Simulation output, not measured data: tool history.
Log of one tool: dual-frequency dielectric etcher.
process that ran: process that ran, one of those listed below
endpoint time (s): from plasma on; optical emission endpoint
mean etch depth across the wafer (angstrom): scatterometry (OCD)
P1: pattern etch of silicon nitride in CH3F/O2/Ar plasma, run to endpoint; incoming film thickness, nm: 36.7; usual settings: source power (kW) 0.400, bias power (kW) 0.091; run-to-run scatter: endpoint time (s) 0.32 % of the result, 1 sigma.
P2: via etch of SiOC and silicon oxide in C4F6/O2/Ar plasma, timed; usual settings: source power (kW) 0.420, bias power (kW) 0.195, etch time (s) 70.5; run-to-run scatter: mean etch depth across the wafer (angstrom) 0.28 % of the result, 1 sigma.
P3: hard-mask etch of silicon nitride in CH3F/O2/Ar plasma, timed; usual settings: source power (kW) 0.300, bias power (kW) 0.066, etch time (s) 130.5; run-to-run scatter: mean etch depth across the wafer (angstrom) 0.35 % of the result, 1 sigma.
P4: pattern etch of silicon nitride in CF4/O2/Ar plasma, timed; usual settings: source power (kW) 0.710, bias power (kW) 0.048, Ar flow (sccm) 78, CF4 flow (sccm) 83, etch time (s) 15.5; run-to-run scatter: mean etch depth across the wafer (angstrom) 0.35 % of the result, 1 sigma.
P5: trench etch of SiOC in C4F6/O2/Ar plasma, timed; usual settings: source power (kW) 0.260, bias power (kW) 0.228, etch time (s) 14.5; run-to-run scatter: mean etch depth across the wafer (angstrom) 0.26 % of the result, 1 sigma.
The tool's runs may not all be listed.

| run | day | process that ran | source power (kW) | bias power (kW) | etch time (s) | Ar flow (sccm) | CF4 flow (sccm) | hours since the last wet clean | hours since the last source power generator calibration | hours since the last bias power generator calibration | endpoint time (s) | mean etch depth across the wafer (angstrom) |
|---|---|---|---|---|---|---|---|---|---|---|---|---|
| 1 | 0.496 | P1 | 0.400 | 0.091 |  |  |  | 121.4 | 2332.2 | 3007.2 | 49.776 |  |
| 2 | 1.271 | P5 | 0.260 | 0.320 | 14.5 |  |  | 140.0 | 2350.8 | 3025.8 |  | 312.17 |
| 3 | 1.625 | P3 | 0.300 | 0.091 | 130.5 |  |  | 148.5 | 2359.3 | 3034.3 |  | 879.33 |
| 4 | 1.979 | P2 | 0.420 | 0.195 | 44.5 |  |  | 157.0 | 2367.8 | 3042.8 |  | 526.77 |
| 5 | 2.738 | P3 | 0.300 | 0.066 | 173.0 |  |  | 175.2 | 2386.0 | 3061.0 |  | 1035.00 |
| 6 | 3.546 | P3 | 0.300 | 0.066 | 130.5 |  |  | 194.6 | 2405.4 | 3080.4 |  | 781.37 |
| 7 | 4.138 | P4 | 0.410 | 0.048 | 15.5 | 78 | 83 | 208.8 | 2419.6 | 3094.6 |  | 244.42 |
| 8 | 4.792 | P1 | 0.400 | 0.091 |  |  |  | 224.5 | 2435.3 | 3110.3 | 49.976 |  |
| 9 | 5.521 | P1 | 0.400 | 0.091 |  |  |  | 242.0 | 2452.8 | 3127.8 | 49.960 |  |
| 10 | 6.221 | P5 | 0.350 | 0.228 | 14.5 |  |  | 258.8 | 2469.6 | 3144.6 |  | 309.75 |
| 11 | 6.633 | P3 | 0.370 | 0.066 | 130.5 |  |  | 268.7 | 2479.5 | 3154.5 |  | 843.05 |
| 12 | 7.288 | P5 | 0.260 | 0.228 | 9.5 |  |  | 284.4 | 2495.2 | 3170.2 |  | 181.19 |
| 13 | 7.712 | P1 | 0.400 | 0.091 |  |  |  | 294.6 | 2505.4 | 3180.4 | 50.133 |  |
| 14 | 8.350 | P4 | 0.710 | 0.048 | 15.5 | 78 | 83 | 309.9 | 2520.7 | 3195.7 |  | 391.43 |
| 15 | 8.846 | P1 | 0.240 | 0.106 |  |  |  | 321.8 | 2532.6 | 3207.6 | 56.968 |  |
| 16 | 9.633 | P4 | 0.710 | 0.048 | 15.5 | 93 | 83 | 340.7 | 2551.5 | 3226.5 |  | 384.02 |
| 17 | 10.100 | P4 | 0.710 | 0.030 | 15.5 | 78 | 83 | 351.9 | 2562.7 | 3237.7 |  | 336.21 |
| 18 | 10.612 | P1 | 0.400 | 0.091 |  |  |  | 364.2 | 2575.0 | 3250.0 | 49.812 |  |
| 19 | 11.408 | P1 | 0.400 | 0.121 |  |  |  | 383.3 | 2594.1 | 3269.1 | 44.951 |  |
| 20 | 12.212 | P1 | 0.500 | 0.067 |  |  |  | 402.6 | 2613.4 | 3288.4 | 51.092 |  |
| 21 | 12.700 | P2 | 0.420 | 0.263 | 70.5 |  |  | 414.3 | 2625.1 | 3300.1 |  | 923.83 |
| 22 | 13.379 | P1 | 0.400 | 0.055 |  |  |  | 430.6 | 2641.4 | 3316.4 | 59.222 |  |
| 23 | 13.796 | P5 | 0.260 | 0.228 | 14.5 |  |  | 440.6 | 2651.4 | 3326.4 |  | 277.42 |
| 24 | 14.175 | P4 | 0.710 | 0.048 | 22.0 | 78 | 83 | 449.7 | 2660.5 | 3335.5 |  | 559.72 |
| 25 | 14.762 | P1 | 0.300 | 0.091 |  |  |  | 463.8 | 2674.6 | 3349.6 | 55.948 |  |
| 26 | 15.304 | P1 | 0.550 | 0.091 |  |  |  | 476.8 | 2687.6 | 3362.6 | 44.359 |  |
| 27 | 15.671 | P2 | 0.420 | 0.195 | 70.5 |  |  | 485.6 | 2696.4 | 3371.4 |  | 832.43 |
| 28 | 16.088 | P4 | 0.710 | 0.048 | 15.5 | 78 | 57 | 495.6 | 2706.4 | 3381.4 |  | 376.11 |
| 29 | 16.646 | P4 | 0.710 | 0.048 | 15.5 | 78 | 83 | 509.0 | 2719.8 | 3394.8 |  | 393.27 |
| 30 | 17.150 | P3 | 0.300 | 0.066 | 130.5 |  |  | 521.1 | 2731.9 | 3406.9 |  | 779.91 |
| 31 | 17.538 | P5 | 0.260 | 0.228 | 14.5 |  |  | 530.4 | 2741.2 | 3416.2 |  | 277.65 |
| 32 | 18.246 | P2 | 0.290 | 0.195 | 70.5 |  |  | 547.4 | 2758.2 | 3433.2 |  | 726.33 |
| 33 | 19.025 | P1 | 0.400 | 0.091 |  |  |  | 566.1 | 2776.9 | 3451.9 | 49.972 |  |
| 34 | 19.683 | P1 | 0.400 | 0.091 |  |  |  | 581.9 | 2792.7 | 3467.7 | 50.013 |  |
| 35 | 20.367 | P1 | 0.400 | 0.091 |  |  |  | 598.3 | 2809.1 | 3484.1 | 50.465 |  |
| 36 | 21.054 | P1 | 0.400 | 0.091 |  |  |  | 614.8 | 2825.6 | 3500.6 | 50.545 |  |
|  | 21.683 | wet clean of the chamber |
| 37 | 21.733 | P1 | 0.400 | 0.091 |  |  |  | 1.2 | 2841.9 | 3516.9 | 51.063 |  |
| 38 | 22.100 | P1 | 0.400 | 0.091 |  |  |  | 10.0 | 2850.7 | 3525.7 | 50.811 |  |
| 39 | 22.796 | P1 | 0.400 | 0.091 |  |  |  | 26.7 | 2867.4 | 3542.4 | 50.579 |  |
| 40 | 23.271 | P1 | 0.400 | 0.091 |  |  |  | 38.1 | 2878.8 | 3553.8 | 50.582 |  |

What P1 gives has crept away from where it was. These 2 causes fit the log equally well, each at the size given:
A: source power that arrives under what is set, % = 4.21
B: bias power that arrives under what is set, % = 4.38
The creep began at about day 19.025.
Why every other cause is out:
chamber walls in a state that lowers the etch rate, %: serviced at day 21.683, which brought nothing back

4 check runs are offered, each on 2 wafers whose results are averaged, their results left as question marks. Which one tells the causes apart?
| check 1 | 23.746 | P3 | 0.300 | 0.081 | 130.5 |  |  |  |  |  |  | ? |
| check 2 | 23.746 | P4 | 0.470 | 0.048 | 15.5 | 78 | 83 |  |  |  |  | ? |
| check 3 | 23.746 | P2 | 0.360 | 0.195 | 70.5 |  |  |  |  |  |  | ? |
| check 4 | 23.746 | P5 | 0.320 | 0.316 | 14.5 |  |  |  |  |  |  | ? |

What each check would give under each cause:
| check | result | if A | if B |
|---|---|---|---|
| check 1 | mean etch depth across the wafer (angstrom) | 826.09 | 826.14 |
| check 2 | mean etch depth across the wafer (angstrom) | 264.57 | 270.20 |
| check 3 | mean etch depth across the wafer (angstrom) | 774.15 | 775.58 |
| check 4 | mean etch depth across the wafer (angstrom) | 331.01 | 331.08 |
How far apart the two closest causes lie, in the result that separates them most: check 1 0.01 %; check 2 2.1 %; check 3 0.18 %; check 4 0.02 %
Only check 2 tells the causes apart: in the others they would give nearly the same result.

Then check 2 was run and gave: mean etch depth across the wafer (angstrom) 264.49. Which cause is it?

It is A: source power that arrives under what is set, %.
